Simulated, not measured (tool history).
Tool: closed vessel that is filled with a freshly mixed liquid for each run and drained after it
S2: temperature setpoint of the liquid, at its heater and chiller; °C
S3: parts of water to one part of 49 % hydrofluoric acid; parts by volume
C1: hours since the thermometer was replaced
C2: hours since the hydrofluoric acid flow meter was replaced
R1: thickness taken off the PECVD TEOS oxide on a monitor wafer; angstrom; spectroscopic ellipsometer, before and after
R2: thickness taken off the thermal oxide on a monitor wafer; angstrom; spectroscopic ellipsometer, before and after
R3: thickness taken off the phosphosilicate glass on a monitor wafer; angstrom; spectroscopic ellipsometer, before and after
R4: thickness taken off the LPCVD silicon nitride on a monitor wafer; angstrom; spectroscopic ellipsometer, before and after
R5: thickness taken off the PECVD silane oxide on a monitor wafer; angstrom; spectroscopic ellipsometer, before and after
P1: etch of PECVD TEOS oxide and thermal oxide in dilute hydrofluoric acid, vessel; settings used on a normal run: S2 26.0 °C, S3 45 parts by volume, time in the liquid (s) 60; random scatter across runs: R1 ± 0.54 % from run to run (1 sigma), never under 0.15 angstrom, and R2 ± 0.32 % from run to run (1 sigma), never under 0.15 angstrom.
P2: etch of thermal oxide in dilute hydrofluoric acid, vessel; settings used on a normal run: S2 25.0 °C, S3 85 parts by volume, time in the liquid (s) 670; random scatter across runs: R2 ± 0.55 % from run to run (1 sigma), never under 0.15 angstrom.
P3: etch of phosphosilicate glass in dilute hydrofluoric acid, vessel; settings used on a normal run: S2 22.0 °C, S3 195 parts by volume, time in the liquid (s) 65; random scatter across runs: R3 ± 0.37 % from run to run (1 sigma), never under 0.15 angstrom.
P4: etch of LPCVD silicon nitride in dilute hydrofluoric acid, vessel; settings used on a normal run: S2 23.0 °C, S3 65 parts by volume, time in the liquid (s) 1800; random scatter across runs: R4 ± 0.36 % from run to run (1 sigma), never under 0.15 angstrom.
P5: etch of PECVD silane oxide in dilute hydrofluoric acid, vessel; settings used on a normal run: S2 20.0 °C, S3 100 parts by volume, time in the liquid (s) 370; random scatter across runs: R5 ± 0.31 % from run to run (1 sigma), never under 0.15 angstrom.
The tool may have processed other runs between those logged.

Run 1, hour 6.7: process that ran P1, S2 26.0 °C, S3 45 parts by volume, time in the liquid (s) 60; C1 271.0; C2 157.0. Result: R1 225.93 angstrom, R2 75.937 angstrom.
Run 2, hour 10.5: process that ran P1, S2 26.0 °C, S3 45 parts by volume, time in the liquid (s) 30; C1 274.8; C2 160.8. Result: R1 112.32 angstrom, R2 37.750 angstrom.
Run 3, hour 14.1: process that ran P2, S2 25.0 °C, S3 25 parts by volume, time in the liquid (s) 670; C1 278.4; C2 164.4. Result: R2 1474.100 angstrom.
Run 4, hour 21.7: process that ran P1, S2 26.0 °C, S3 45 parts by volume, time in the liquid (s) 60; C1 286.0; C2 172.0. Result: R1 226.94 angstrom, R2 75.724 angstrom.
Run 5, hour 27.5: process that ran P3, S2 22.0 °C, S3 195 parts by volume, time in the liquid (s) 65; C1 291.8; C2 177.8. Result: R3 165.810 angstrom.
Run 6, hour 33.8: process that ran P3, S2 22.0 °C, S3 195 parts by volume, time in the liquid (s) 30; C1 298.1; C2 184.1. Result: R3 77.171 angstrom.
Run 7, hour 39.7: process that ran P1, S2 26.0 °C, S3 45 parts by volume, time in the liquid (s) 115; C1 304.0; C2 190.0. Result: R1 436.38 angstrom, R2 144.400 angstrom.
Run 8, hour 46.8: process that ran P4, S2 23.0 °C, S3 65 parts by volume, time in the liquid (s) 30; C1 311.1; C2 197.1. Result: R4 2.1242 angstrom.
Run 9, hour 54.0: process that ran P1, S2 32.0 °C, S3 20 parts by volume, time in the liquid (s) 60; C1 318.3; C2 204.3. Result: R1 670.42 angstrom, R2 225.230 angstrom.
Run 10, hour 59.9: process that ran P2, S2 31.0 °C, S3 85 parts by volume, time in the liquid (s) 670; C1 324.2; C2 210.2. Result: R2 497.780 angstrom.
Run 11, hour 64.5: process that ran P4, S2 17.0 °C, S3 65 parts by volume, time in the liquid (s) 1800; C1 328.8; C2 214.8. Result: R4 80.5980 angstrom.
Run 12, hour 71.5: process that ran P1, S2 26.0 °C, S3 45 parts by volume, time in the liquid (s) 60; C1 335.8; C2 221.8. Result: R1 225.72 angstrom, R2 75.947 angstrom.
Run 13, hour 75.7: process that ran P1, S2 26.0 °C, S3 45 parts by volume, time in the liquid (s) 60; C1 340.0; C2 226.0. Result: R1 225.95 angstrom, R2 75.563 angstrom.
Run 14, hour 83.3: process that ran P1, S2 26.0 °C, S3 65 parts by volume, time in the liquid (s) 60; C1 347.6; C2 233.6. Result: R1 151.48 angstrom, R2 50.699 angstrom.
Run 15, hour 90.7: process that ran P5, S2 17.0 °C, S3 100 parts by volume, time in the liquid (s) 370; C1 355.0; C2 241.0. Result: R5 436.40 angstrom.
Run 16, hour 98.2: process that ran P5, S2 20.0 °C, S3 100 parts by volume, time in the liquid (s) 610; C1 362.5; C2 248.5. Result: R5 814.52 angstrom.
Run 17, hour 103.2: process that ran P4, S2 23.0 °C, S3 40 parts by volume, time in the liquid (s) 1800; C1 367.5; C2 253.5. Result: R4 196.2600 angstrom.
Run 18, hour 111.1: process that ran P2, S2 25.0 °C, S3 85 parts by volume, time in the liquid (s) 1305; C1 375.4; C2 261.4. Result: R2 772.460 angstrom.
Run 19, hour 118.6: process that ran P5, S2 20.0 °C, S3 100 parts by volume, time in the liquid (s) 370; C1 382.9; C2 268.9. Result: R5 495.26 angstrom.
Run 20, hour 126.4: process that ran P4, S2 23.0 °C, S3 65 parts by volume, time in the liquid (s) 1800; C1 390.7; C2 276.7. Result: R4 122.2300 angstrom.
Run 21, hour 133.1: process that ran P1, S2 26.0 °C, S3 30 parts by volume, time in the liquid (s) 60; C1 397.4; C2 283.4. Result: R1 347.51 angstrom, R2 116.010 angstrom.
Run 22, hour 138.0: process that ran P1, S2 19.5 °C, S3 45 parts by volume, time in the liquid (s) 60; C1 402.3; C2 288.3. Result: R1 172.59 angstrom, R2 57.530 angstrom.
Run 23, hour 144.2: process that ran P1, S2 32.5 °C, S3 45 parts by volume, time in the liquid (s) 60; C1 408.5; C2 294.5. Result: R1 292.18 angstrom, R2 97.975 angstrom.
Run 24, hour 150.0: process that ran P3, S2 17.0 °C, S3 195 parts by volume, time in the liquid (s) 65; C1 414.3; C2 300.3. Result: R3 135.780 angstrom.
Run 25, hour 155.7: process that ran P1, S2 26.0 °C, S3 45 parts by volume, time in the liquid (s) 60; C1 420.0; C2 306.0. Result: R1 226.45 angstrom, R2 75.825 angstrom.
Run 26, hour 159.4: process that ran P3, S2 22.0 °C, S3 45 parts by volume, time in the liquid (s) 65; C1 423.7; C2 309.7. Result: R3 850.280 angstrom.
Run 27, hour 163.9: process that ran P2, S2 25.0 °C, S3 85 parts by volume, time in the liquid (s) 670; C1 428.2; C2 314.2. Result: R2 395.220 angstrom.
Run 28, hour 170.1: process that ran P5, S2 20.0 °C, S3 30 parts by volume, time in the liquid (s) 370; C1 434.4; C2 320.4. Result: R5 1777.20 angstrom.
Run 29, hour 176.0: process that ran P1, S2 26.0 °C, S3 45 parts by volume, time in the liquid (s) 60; C1 440.3; C2 326.3. Result: R1 228.19 angstrom, R2 75.527 angstrom.
Run 30, hour 181.3: process that ran P1, S2 26.0 °C, S3 45 parts by volume, time in the liquid (s) 60; C1 445.6; C2 331.6. Result: R1 232.81 angstrom, R2 78.134 angstrom.
Run 31, hour 188.2: process that ran P1, S2 26.0 °C, S3 45 parts by volume, time in the liquid (s) 60; C1 452.5; C2 338.5. Result: R1 237.03 angstrom, R2 79.102 angstrom.
Run 32, hour 194.0: process that ran P1, S2 26.0 °C, S3 45 parts by volume, time in the liquid (s) 60; C1 458.3; C2 344.3. Result: R1 239.40 angstrom, R2 79.586 angstrom.
Run 33, hour 198.4: process that ran P1, S2 26.0 °C, S3 45 parts by volume, time in the liquid (s) 60; C1 462.7; C2 348.7. Result: R1 243.02 angstrom, R2 80.500 angstrom.
Run 34, hour 204.9: process that ran P1, S2 26.0 °C, S3 45 parts by volume, time in the liquid (s) 60; C1 469.2; C2 355.2. Result: R1 241.09 angstrom, R2 80.631 angstrom.
Run 35, hour 208.7: process that ran P1, S2 26.0 °C, S3 45 parts by volume, time in the liquid (s) 60; C1 473.0; C2 359.0. Result: R1 241.15 angstrom, R2 80.967 angstrom.
Run 36, hour 216.3: process that ran P1, S2 26.0 °C, S3 45 parts by volume, time in the liquid (s) 60; C1 480.6; C2 366.6. Result: R1 242.62 angstrom, R2 81.152 angstrom.
Run 37, hour 223.6: process that ran P1, S2 26.0 °C, S3 45 parts by volume, time in the liquid (s) 60; C1 487.9; C2 373.9. Result: R1 242.62 angstrom, R2 80.455 angstrom.

The log shows P1 creeping away from where it was. Any of the 2 causes listed here, at the size stated for it, fits the log just as well as the others:
A: liquid hotter than its thermometer reads (K) = 1.69
B: hydrofluoric acid flow above the setpoint (%) = 6.65
The process output started creeping at around hour 176.0.

Listed below are the offered check runs, one wafer per run, with question marks in place of results. For which of them would the causes give clearly different outcomes?
Run check 1, hour 230.9: process that ran P3, S2 17.0 °C, S3 55 parts by volume, time in the liquid (s) 65. Result: R3 ?.
Run check 2, hour 230.9: process that ran P4, S2 18.5 °C, S3 65 parts by volume, time in the liquid (s) 660. Result: R4 ?.
Run check 3, hour 230.9: process that ran P5, S2 17.0 °C, S3 35 parts by volume, time in the liquid (s) 370. Result: R5 ?.
Run check 4, hour 230.9: process that ran P2, S2 28.0 °C, S3 85 parts by volume, time in the liquid (s) 1105. Result: R2 ?.

What each check would give under each cause:
  check  result     if A     if B
check 1      R3  599.790  597.060
check 2      R4  37.0370  35.0640
check 3      R5  1436.30  1426.20
check 4      R2  786.960  792.380
How far apart the two closest causes lie, in the result that separates them most: check 1 0.46 %; check 2 5.47 %; check 3 0.7 %; check 4 0.69 %
Of the check runs offered, only check 2 discriminates between the causes; the rest would read about the same regardless of which cause applies.

With check 2 done, the readings were: R4 34.7970 angstrom. Identify which of the listed causes applies.

The correct cause is B, namely: hydrofluoric acid flow above the setpoint (%).
